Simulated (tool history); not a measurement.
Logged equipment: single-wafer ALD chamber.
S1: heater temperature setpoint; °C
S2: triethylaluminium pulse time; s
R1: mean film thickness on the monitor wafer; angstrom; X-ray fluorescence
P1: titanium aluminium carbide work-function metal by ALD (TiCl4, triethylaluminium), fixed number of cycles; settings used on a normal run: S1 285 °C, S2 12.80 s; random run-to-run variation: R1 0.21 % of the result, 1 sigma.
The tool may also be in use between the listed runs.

run 1 day=0.458 | S1=285 S2=12.80 | R1=19.086
run 2 day=1.200 | S1=262 S2=12.80 | R1=17.183
run 3 day=1.579 | S1=285 S2=18.40 | R1=19.311
-- day=2.017 thermocouple changed; heater temperature recalibrated
run 4 day=2.096 | S1=300 S2=6.54 | R1=18.543
run 5 day=2.575 | S1=285 S2=12.80 | R1=19.100
run 6 day=3.250 | S1=308 S2=12.80 | R1=21.109
run 7 day=3.946 | S1=285 S2=12.80 | R1=19.109
run 8 day=4.383 | S1=285 S2=12.80 | R1=19.089
run 9 day=4.779 | S1=285 S2=6.02 | R1=16.887
run 10 day=5.154 | S1=285 S2=12.80 | R1=19.138
run 11 day=5.629 | S1=285 S2=12.80 | R1=19.090
run 12 day=6.242 | S1=285 S2=12.80 | R1=18.898
run 13 day=6.817 | S1=285 S2=12.80 | R1=18.852
run 14 day=7.417 | S1=285 S2=12.80 | R1=18.858

Run 15 comes next. What will it give?
run 15 day=7.783 | S1=285 S2=12.80 | R1=?

R1: 18.756 angstrom
